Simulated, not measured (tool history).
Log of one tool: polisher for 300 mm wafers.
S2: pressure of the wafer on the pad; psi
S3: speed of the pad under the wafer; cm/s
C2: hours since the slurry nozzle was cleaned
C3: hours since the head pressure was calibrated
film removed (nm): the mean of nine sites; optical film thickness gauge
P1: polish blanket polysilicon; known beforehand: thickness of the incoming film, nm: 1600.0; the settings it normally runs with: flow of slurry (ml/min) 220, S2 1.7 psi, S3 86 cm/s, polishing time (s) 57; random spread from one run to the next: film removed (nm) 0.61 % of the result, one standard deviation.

{"run": 1, "day": 0.525, "flow of slurry (ml/min)": 220, "S2": 1.7, "S3": 86, "polishing time (s)": 57, "wafers polished on this pad": 347, "C2": 150.7, "C3": 377.2, "film removed (nm)": 199.37}
{"run": 2, "day": 0.962, "flow of slurry (ml/min)": 220, "S2": 1.7, "S3": 86, "polishing time (s)": 57, "wafers polished on this pad": 431, "C2": 161.2, "C3": 387.7, "film removed (nm)": 201.22}
{"run": 3, "day": 1.433, "flow of slurry (ml/min)": 220, "S2": 0.8, "S3": 86, "polishing time (s)": 57, "wafers polished on this pad": 522, "C2": 172.5, "C3": 399.0, "film removed (nm)": 94.081}
{"run": 4, "day": 1.812, "flow of slurry (ml/min)": 220, "S2": 1.7, "S3": 86, "polishing time (s)": 57, "wafers polished on this pad": 594, "C2": 181.6, "C3": 408.1, "film removed (nm)": 200.82}
{"run": 5, "day": 2.196, "flow of slurry (ml/min)": 220, "S2": 1.7, "S3": 38, "polishing time (s)": 57, "wafers polished on this pad": 668, "C2": 190.8, "C3": 417.3, "film removed (nm)": 89.186}
{"run": 6, "day": 2.508, "flow of slurry (ml/min)": 285, "S2": 1.7, "S3": 86, "polishing time (s)": 57, "wafers polished on this pad": 728, "C2": 198.3, "C3": 424.8, "film removed (nm)": 205.92}
{"run": 7, "day": 2.75, "flow of slurry (ml/min)": 220, "S2": 1.7, "S3": 86, "polishing time (s)": 33, "wafers polished on this pad": 775, "C2": 204.1, "C3": 430.6, "film removed (nm)": 116.52}
{"run": 8, "day": 3.171, "flow of slurry (ml/min)": 220, "S2": 2.2, "S3": 86, "polishing time (s)": 57, "wafers polished on this pad": 855, "C2": 214.2, "C3": 440.7, "film removed (nm)": 262.77}
{"run": 9, "day": 3.575, "flow of slurry (ml/min)": 305, "S2": 1.7, "S3": 60, "polishing time (s)": 57, "wafers polished on this pad": 933, "C2": 223.9, "C3": 450.4, "film removed (nm)": 145.7}
{"day": 3.758, "done": "worn pad replaced by a new one"}
{"run": 10, "day": 4.054, "flow of slurry (ml/min)": 220, "S2": 1.7, "S3": 116, "polishing time (s)": 57, "wafers polished on this pad": 56, "C2": 235.4, "C3": 461.9, "film removed (nm)": 271.22}
{"run": 11, "day": 4.358, "flow of slurry (ml/min)": 220, "S2": 1.7, "S3": 86, "polishing time (s)": 57, "wafers polished on this pad": 115, "C2": 242.7, "C3": 469.2, "film removed (nm)": 200.97}
{"run": 12, "day": 4.867, "flow of slurry (ml/min)": 315, "S2": 1.7, "S3": 86, "polishing time (s)": 75, "wafers polished on this pad": 213, "C2": 254.9, "C3": 481.4, "film removed (nm)": 273.41}
{"run": 13, "day": 5.371, "flow of slurry (ml/min)": 130, "S2": 1.7, "S3": 86, "polishing time (s)": 57, "wafers polished on this pad": 309, "C2": 267.0, "C3": 493.5, "film removed (nm)": 185.13}
{"run": 14, "day": 5.871, "flow of slurry (ml/min)": 220, "S2": 1.7, "S3": 86, "polishing time (s)": 57, "wafers polished on this pad": 405, "C2": 279.0, "C3": 505.5, "film removed (nm)": 201.24}
{"run": 15, "day": 6.317, "flow of slurry (ml/min)": 220, "S2": 1.7, "S3": 86, "polishing time (s)": 74, "wafers polished on this pad": 491, "C2": 289.7, "C3": 516.2, "film removed (nm)": 259.31}
{"run": 16, "day": 6.721, "flow of slurry (ml/min)": 220, "S2": 1.7, "S3": 86, "polishing time (s)": 57, "wafers polished on this pad": 569, "C2": 299.4, "C3": 525.9, "film removed (nm)": 199.05}
{"run": 17, "day": 7.062, "flow of slurry (ml/min)": 220, "S2": 1.7, "S3": 86, "polishing time (s)": 57, "wafers polished on this pad": 634, "C2": 307.6, "C3": 534.1, "film removed (nm)": 197.94}
{"run": 18, "day": 7.558, "flow of slurry (ml/min)": 220, "S2": 1.7, "S3": 86, "polishing time (s)": 57, "wafers polished on this pad": 730, "C2": 319.5, "C3": 546.0, "film removed (nm)": 194.22}

What will run 19 give?
{"run": 19, "day": 8.096, "flow of slurry (ml/min)": 220, "S2": 1.7, "S3": 86, "polishing time (s)": 57, "wafers polished on this pad": 833, "C2": 332.4, "C3": 558.9, "film removed (nm)": "?"}

Run 19 gave film removed (nm) 193.310.
